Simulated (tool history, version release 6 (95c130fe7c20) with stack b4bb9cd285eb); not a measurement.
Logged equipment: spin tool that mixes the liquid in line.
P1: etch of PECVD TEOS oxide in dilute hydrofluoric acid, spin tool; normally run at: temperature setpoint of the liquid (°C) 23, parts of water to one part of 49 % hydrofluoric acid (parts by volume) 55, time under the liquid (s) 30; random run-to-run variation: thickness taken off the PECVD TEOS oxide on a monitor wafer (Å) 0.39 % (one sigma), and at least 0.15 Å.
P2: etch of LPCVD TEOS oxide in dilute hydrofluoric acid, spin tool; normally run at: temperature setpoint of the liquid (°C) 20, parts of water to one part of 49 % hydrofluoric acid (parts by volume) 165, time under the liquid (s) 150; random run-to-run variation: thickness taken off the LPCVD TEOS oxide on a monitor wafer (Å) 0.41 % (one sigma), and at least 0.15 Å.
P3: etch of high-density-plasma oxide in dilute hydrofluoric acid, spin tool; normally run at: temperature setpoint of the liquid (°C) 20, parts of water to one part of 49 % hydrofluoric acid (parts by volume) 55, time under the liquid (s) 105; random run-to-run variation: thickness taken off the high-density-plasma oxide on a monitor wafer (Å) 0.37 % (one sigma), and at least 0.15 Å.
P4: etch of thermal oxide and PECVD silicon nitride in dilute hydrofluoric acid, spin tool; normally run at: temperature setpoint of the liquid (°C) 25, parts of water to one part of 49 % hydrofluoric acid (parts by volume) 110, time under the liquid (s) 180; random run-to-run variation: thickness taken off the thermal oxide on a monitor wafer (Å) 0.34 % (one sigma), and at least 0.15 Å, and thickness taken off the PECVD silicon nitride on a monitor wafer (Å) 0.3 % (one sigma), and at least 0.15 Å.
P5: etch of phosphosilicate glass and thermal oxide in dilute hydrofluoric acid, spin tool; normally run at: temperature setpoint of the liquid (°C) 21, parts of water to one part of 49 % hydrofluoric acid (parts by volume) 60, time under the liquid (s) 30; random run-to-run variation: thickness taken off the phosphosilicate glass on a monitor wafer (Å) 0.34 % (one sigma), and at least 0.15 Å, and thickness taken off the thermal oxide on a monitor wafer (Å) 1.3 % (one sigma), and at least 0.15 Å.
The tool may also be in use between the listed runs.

run	hour	process that ran	temperature setpoint of the liquid (°C)	parts of water to one part of 49 % hydrofluoric acid (parts by volume)	time under the liquid (s)	thickness taken off the PECVD TEOS oxide on a monitor wafer (Å)	thickness taken off the phosphosilicate glass on a monitor wafer (Å)	thickness taken off the thermal oxide on a monitor wafer (Å)	thickness taken off the high-density-plasma oxide on a monitor wafer (Å)	thickness taken off the LPCVD TEOS oxide on a monitor wafer (Å)	thickness taken off the PECVD silicon nitride on a monitor wafer (Å)
1	5.7	P1	23	55	30	152.9					
2	14.2	P1	23	20	30	444.46					
3	21	P5	21	60	30		289.85	21.306			
4	29.5	P1	19	55	30	130.35					
5	34.7	P1	23	55	45	230.55					
6	38.9	P5	26.5	60	30		362.17	26.921			
7	44.2	P1	19	20	30	372.52					
8	48.9	P1	23	55	30	154.16					
9	57.7	P3	20	55	105				88.14		
10	64.6	P5	21	100	30		166.23	11.889			
11	69.7	P1	23	105	30	75.558					
12	74.7	P1	23	55	15	77.136					
13	79.2	P2	20	165	40					52.132	
14	83.5	P4	25	185	180			43.398			60.086
15	88.6	P5	21	60	15		144.63	10.815			
16	98.2	P1	23	55	30	153.8					
17	103.5	P5	21	60	30		291.31	21.332			
18	113.2	P3	20	55	25				20.625		
19	122.8	P4	20.5	110	180			66.608			74.821
20	128.3	P3	20	55	105				87.652		

Run 21, settings as shown, results not yet in. Your forecast:
21	135	P1	23	55	30	?					

Run 21 gave thickness taken off the PECVD TEOS oxide on a monitor wafer (Å) 153.88.

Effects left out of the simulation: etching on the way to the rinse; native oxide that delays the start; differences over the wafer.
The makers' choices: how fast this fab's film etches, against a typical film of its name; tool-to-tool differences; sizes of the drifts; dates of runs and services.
